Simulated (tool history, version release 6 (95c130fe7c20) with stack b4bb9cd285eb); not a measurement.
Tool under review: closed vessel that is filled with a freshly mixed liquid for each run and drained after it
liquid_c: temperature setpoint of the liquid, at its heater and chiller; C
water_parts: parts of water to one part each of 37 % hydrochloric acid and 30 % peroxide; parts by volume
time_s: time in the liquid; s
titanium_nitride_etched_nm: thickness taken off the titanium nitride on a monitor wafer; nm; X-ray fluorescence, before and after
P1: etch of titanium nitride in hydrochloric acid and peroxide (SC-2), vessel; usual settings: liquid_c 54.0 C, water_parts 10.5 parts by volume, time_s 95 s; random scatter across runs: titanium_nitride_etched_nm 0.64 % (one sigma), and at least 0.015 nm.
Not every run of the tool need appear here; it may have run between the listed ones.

run	hour	liquid_c	water_parts	time_s	hours since the thermometer was replaced	hours since the chemicals flow meter was replaced	hours since the drum of peroxide was connected	titanium_nitride_etched_nm
1	4.8	54.0	10.5	95	654.0	383.2	642.6	4.5133
2	13.3	54.0	10.5	95	662.5	391.7	651.1	4.5077
3	17.6	54.0	17.0	95	666.8	396.0	655.4	2.9967
4	26.1	70.0	10.5	95	675.3	404.5	663.9	12.1780
5	31.9	54.0	10.5	40	681.1	410.3	669.7	1.9007
6	37.4	54.0	10.5	175	686.6	415.8	675.2	8.3460
7	45.2	54.0	4.0	95	694.4	423.6	683.0	9.4032
8	52.1	41.0	10.5	95	701.3	430.5	689.9	1.8653
9	60.7	65.5	4.0	95	709.9	439.1	698.5	19.4880
# hour 65.9: chemicals flow meter replaced
10	67.3	54.0	10.5	95	716.5	1.5	705.1	4.5197
11	72.0	54.0	10.5	95	721.2	6.2	709.8	4.5243
12	80.1	54.0	10.5	95	729.3	14.3	717.9	4.5641
13	84.7	54.0	10.5	95	733.9	18.9	722.5	4.5702
14	93.7	54.0	10.5	95	742.9	27.9	731.5	4.7329
15	98.4	54.0	10.5	95	747.6	32.6	736.2	4.8174
16	102.5	54.0	10.5	95	751.7	36.7	740.3	4.8684
17	106.5	54.0	10.5	95	755.7	40.7	744.3	4.8453
18	114.7	54.0	10.5	95	763.9	48.9	752.5	4.9827
19	121.4	54.0	10.5	95	770.6	55.6	759.2	4.9428
20	128.8	54.0	10.5	95	778.0	63.0	766.6	4.9311
21	134.9	54.0	10.5	95	784.1	69.1	772.7	4.9246

Run 22 has not been measured yet. What should we expect?
22	140.3	54.0	10.5	95	789.5	74.5	778.1	?

Run 22 yielded titanium_nitride_etched_nm 4.9064 nm.
